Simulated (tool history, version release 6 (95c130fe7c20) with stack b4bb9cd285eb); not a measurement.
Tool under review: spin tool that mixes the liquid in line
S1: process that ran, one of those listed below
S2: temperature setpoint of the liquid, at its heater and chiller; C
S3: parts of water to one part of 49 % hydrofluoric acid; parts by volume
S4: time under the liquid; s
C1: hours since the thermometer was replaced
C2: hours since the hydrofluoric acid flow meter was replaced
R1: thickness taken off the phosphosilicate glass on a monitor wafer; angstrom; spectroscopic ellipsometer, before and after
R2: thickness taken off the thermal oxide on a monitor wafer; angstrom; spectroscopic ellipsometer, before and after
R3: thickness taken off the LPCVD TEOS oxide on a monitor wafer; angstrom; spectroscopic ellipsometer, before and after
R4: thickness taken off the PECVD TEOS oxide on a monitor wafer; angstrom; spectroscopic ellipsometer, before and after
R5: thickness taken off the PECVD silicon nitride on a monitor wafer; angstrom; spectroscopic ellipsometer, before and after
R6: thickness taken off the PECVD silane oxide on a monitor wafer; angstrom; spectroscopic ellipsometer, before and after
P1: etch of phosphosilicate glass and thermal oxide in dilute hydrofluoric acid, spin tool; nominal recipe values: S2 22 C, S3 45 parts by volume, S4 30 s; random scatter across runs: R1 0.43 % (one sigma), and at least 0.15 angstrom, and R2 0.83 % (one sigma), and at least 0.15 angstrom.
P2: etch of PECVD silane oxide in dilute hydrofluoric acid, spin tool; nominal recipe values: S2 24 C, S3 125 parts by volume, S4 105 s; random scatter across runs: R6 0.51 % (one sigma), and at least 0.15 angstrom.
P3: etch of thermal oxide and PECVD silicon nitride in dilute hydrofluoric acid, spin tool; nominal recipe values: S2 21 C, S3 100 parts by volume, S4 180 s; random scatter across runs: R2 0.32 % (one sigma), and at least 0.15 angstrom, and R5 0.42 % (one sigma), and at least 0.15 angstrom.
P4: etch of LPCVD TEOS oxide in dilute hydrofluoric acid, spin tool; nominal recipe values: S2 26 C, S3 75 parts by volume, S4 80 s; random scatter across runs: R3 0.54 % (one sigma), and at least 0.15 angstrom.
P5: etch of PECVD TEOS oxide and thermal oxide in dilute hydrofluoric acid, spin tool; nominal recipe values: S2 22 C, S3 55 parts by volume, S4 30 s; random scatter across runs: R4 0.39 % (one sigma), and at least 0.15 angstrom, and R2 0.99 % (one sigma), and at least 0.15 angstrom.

Run 1, hour 6.1: S1 P1, S2 22 C, S3 45 parts by volume, S4 30 s; C1 1175.9; C2 1083.6. Result: R1 681.65 angstrom, R2 29.545 angstrom.
Run 2, hour 13.9: S1 P4, S2 26 C, S3 75 parts by volume, S4 15 s; C1 1183.7; C2 1091.4. Result: R3 102.04 angstrom.
Run 3, hour 18.9: S1 P5, S2 17 C, S3 55 parts by volume, S4 30 s; C1 1188.7; C2 1096.4. Result: R2 20.54 angstrom, R4 45.769 angstrom.
Run 4, hour 23.3: S1 P5, S2 22 C, S3 55 parts by volume, S4 30 s; C1 1193.1; C2 1100.8. Result: R2 24.892 angstrom, R4 56.612 angstrom.
Run 5, hour 31.4: S1 P1, S2 17.5 C, S3 45 parts by volume, S4 15 s; C1 1201.2; C2 1108.9. Result: R1 280.51 angstrom, R2 11.821 angstrom.
Run 6, hour 37.2: S1 P1, S2 22 C, S3 45 parts by volume, S4 30 s; C1 1207; C2 1114.7. Result: R1 677.88 angstrom, R2 28.874 angstrom.
Run 7, hour 42.6: S1 P1, S2 22 C, S3 70 parts by volume, S4 15 s; C1 1212.4; C2 1120.1. Result: R1 212.54 angstrom, R2 9.0941 angstrom.
Run 8, hour 49.1: S1 P1, S2 22 C, S3 45 parts by volume, S4 30 s; C1 1218.9; C2 1126.6. Result: R1 681.99 angstrom, R2 29.25 angstrom.
Run 9, hour 53.9: S1 P4, S2 26 C, S3 75 parts by volume, S4 80 s; C1 1223.7; C2 1131.4. Result: R3 533.89 angstrom.
Run 10, hour 58.2: S1 P1, S2 17 C, S3 45 parts by volume, S4 15 s; C1 1228; C2 1135.7. Result: R1 273 angstrom, R2 11.618 angstrom.
Run 11, hour 65.5: S1 P4, S2 19.5 C, S3 75 parts by volume, S4 80 s; C1 1235.3; C2 1143. Result: R3 413.24 angstrom.
Run 12, hour 74: S1 P1, S2 22 C, S3 45 parts by volume, S4 30 s; C1 1243.8; C2 1151.5. Result: R1 685.97 angstrom, R2 29.389 angstrom.
Run 13, hour 79.1: S1 P5, S2 22 C, S3 55 parts by volume, S4 30 s; C1 1248.9; C2 1156.6. Result: R2 25.508 angstrom, R4 56.23 angstrom.
Run 14, hour 85.3: S1 P1, S2 22 C, S3 30 parts by volume, S4 30 s; C1 1255.1; C2 1162.8. Result: R1 1039.9 angstrom, R2 45.479 angstrom.
Run 15, hour 90: S1 P1, S2 22 C, S3 45 parts by volume, S4 30 s; C1 1259.8; C2 1167.5. Result: R1 674.61 angstrom, R2 29.772 angstrom.
Run 16, hour 98.8: S1 P3, S2 21 C, S3 30 parts by volume, S4 180 s; C1 1268.6; C2 1176.3. Result: R2 266.21 angstrom, R5 170.62 angstrom.
Run 17, hour 106.3: S1 P3, S2 21 C, S3 100 parts by volume, S4 340 s; C1 1276.1; C2 1183.8. Result: R2 138.55 angstrom, R5 99.977 angstrom.
Run 18, hour 113.6: S1 P1, S2 22 C, S3 65 parts by volume, S4 30 s; C1 1283.4; C2 1191.1. Result: R1 454.41 angstrom, R2 19.924 angstrom.
Run 19, hour 120.3: S1 P5, S2 22 C, S3 20 parts by volume, S4 30 s; C1 1290.1; C2 1197.8. Result: R2 73.126 angstrom, R4 162.78 angstrom.
Run 20, hour 126.9: S1 P2, S2 30.5 C, S3 125 parts by volume, S4 105 s; C1 1296.7; C2 1204.4. Result: R6 411.28 angstrom.
Run 21, hour 133.6: S1 P2, S2 24 C, S3 60 parts by volume, S4 105 s; C1 1303.4; C2 1211.1. Result: R6 722.61 angstrom.
Run 22, hour 140.3: S1 P3, S2 21 C, S3 100 parts by volume, S4 180 s; C1 1310.1; C2 1217.8. Result: R2 73.415 angstrom, R5 52.965 angstrom.
Run 23, hour 148.3: S1 P1, S2 17.5 C, S3 45 parts by volume, S4 30 s; C1 1318.1; C2 1225.8. Result: R1 563.65 angstrom, R2 24.131 angstrom.
Run 24, hour 155.3: S1 P4, S2 26 C, S3 30 parts by volume, S4 80 s; C1 1325.1; C2 1232.8. Result: R3 1439.9 angstrom.
Run 25, hour 163.8: S1 P4, S2 26 C, S3 75 parts by volume, S4 80 s; C1 1333.6; C2 1241.3. Result: R3 540.35 angstrom.
Run 26, hour 169.7: S1 P1, S2 22 C, S3 45 parts by volume, S4 45 s; C1 1339.5; C2 1247.2. Result: R1 1019.5 angstrom, R2 43.835 angstrom.
Run 27, hour 178.3: S1 P1, S2 22 C, S3 45 parts by volume, S4 15 s; C1 1348.1; C2 1255.8. Result: R1 338.25 angstrom, R2 14.863 angstrom.
Run 28, hour 183.2: S1 P1, S2 22 C, S3 45 parts by volume, S4 30 s; C1 1353; C2 1260.7. Result: R1 681.9 angstrom, R2 29.368 angstrom.
Run 29, hour 187.9: S1 P2, S2 24 C, S3 125 parts by volume, S4 175 s; C1 1357.7; C2 1265.4. Result: R6 535.38 angstrom.
Run 30, hour 194.7: S1 P3, S2 17 C, S3 100 parts by volume, S4 180 s; C1 1364.5; C2 1272.2. Result: R2 62.517 angstrom, R5 40.28 angstrom.
Run 31, hour 199.3: S1 P1, S2 27 C, S3 45 parts by volume, S4 30 s; C1 1369.1; C2 1276.8. Result: R1 841.24 angstrom, R2 36.768 angstrom.
Run 32, hour 207.9: S1 P2, S2 24 C, S3 125 parts by volume, S4 105 s; C1 1377.7; C2 1285.4. Result: R6 319.23 angstrom.
Run 33, hour 215.6: S1 P5, S2 22 C, S3 55 parts by volume, S4 55 s; C1 1385.4; C2 1293.1. Result: R2 47.67 angstrom, R4 104.31 angstrom.
Run 34, hour 223.3: S1 P3, S2 21 C, S3 100 parts by volume, S4 180 s; C1 1393.1; C2 1300.8. Result: R2 73.678 angstrom, R5 52.822 angstrom.
Run 35, hour 228.8: S1 P1, S2 22 C, S3 45 parts by volume, S4 30 s; C1 1398.6; C2 1306.3. Result: R1 680.55 angstrom, R2 29.378 angstrom.
Run 36, hour 236.4: S1 P1, S2 22 C, S3 45 parts by volume, S4 30 s; C1 1406.2; C2 1313.9. Result: R1 707.52 angstrom, R2 30.46 angstrom.
Run 37, hour 242.3: S1 P1, S2 22 C, S3 45 parts by volume, S4 30 s; C1 1412.1; C2 1319.8. Result: R1 718.36 angstrom, R2 31.648 angstrom.
Run 38, hour 251: S1 P1, S2 22 C, S3 45 parts by volume, S4 30 s; C1 1420.8; C2 1328.5. Result: R1 723.15 angstrom, R2 32.083 angstrom.
Run 39, hour 257: S1 P1, S2 22 C, S3 45 parts by volume, S4 30 s; C1 1426.8; C2 1334.5. Result: R1 732.2 angstrom, R2 31.676 angstrom.
Run 40, hour 262.4: S1 P1, S2 22 C, S3 45 parts by volume, S4 30 s; C1 1432.2; C2 1339.9. Result: R1 742.65 angstrom, R2 31.716 angstrom.
Run 41, hour 269: S1 P1, S2 22 C, S3 45 parts by volume, S4 30 s; C1 1438.8; C2 1346.5. Result: R1 738.35 angstrom, R2 32.611 angstrom.
Run 42, hour 278.2: S1 P1, S2 22 C, S3 45 parts by volume, S4 30 s; C1 1448; C2 1355.7. Result: R1 746.07 angstrom, R2 32.162 angstrom.
Run 43, hour 284: S1 P1, S2 22 C, S3 45 parts by volume, S4 30 s; C1 1453.8; C2 1361.5. Result: R1 746.29 angstrom, R2 32.252 angstrom.
Run 44, hour 289.6: S1 P1, S2 22 C, S3 45 parts by volume, S4 30 s; C1 1459.4; C2 1367.1. Result: R1 736.24 angstrom, R2 32.172 angstrom.

Compared with where it was, what P1 gives has crept away. Each cause listed below fits the log as well as the rest, at the size given for it:
A: hydrofluoric acid flow above the setpoint (%) = 8.84
B: liquid hotter than its thermometer reads (K) = 2.15
The onset of the drift is placed at about hour 228.8.

4 check runs are offered, one wafer each, their results left as question marks. Which one tells the causes apart?
Run check 1, hour 295.2: S1 P4, S2 21.5 C, S3 75 parts by volume, S4 20 s. Result: R3 ?.
Run check 2, hour 295.2: S1 P3, S2 17 C, S3 100 parts by volume, S4 275 s. Result: R2 ?, R5 ?.
Run check 3, hour 295.2: S1 P5, S2 17 C, S3 25 parts by volume, S4 30 s. Result: R2 ?, R4 ?.
Run check 4, hour 295.2: S1 P2, S2 24 C, S3 65 parts by volume, S4 105 s. Result: R6 ?.

If the cause were each of the candidates in turn, the checks would give the following:
  check  result    if A    if B
check 1      R3  122.81  122.29
check 2      R2  104.62  104.27
check 2      R5   66.58  71.169
check 3      R2  51.483  51.867
check 3      R4   113.6  114.45
check 4      R6  728.84  725.25
Gap, in per cent, between the two causes that each check separates least, read from the result that separates them most: check 1 0.42 %; check 2 6.66 %; check 3 0.74 %; check 4 0.49 %
Of the check runs offered, only check 2 discriminates between the causes; the rest would read about the same regardless of which cause applies.

Check 2 was carried out, with these results: R2 105.06 angstrom; R5 66.42 angstrom. Which of the listed causes is responsible?

It is A: hydrofluoric acid flow above the setpoint (%).
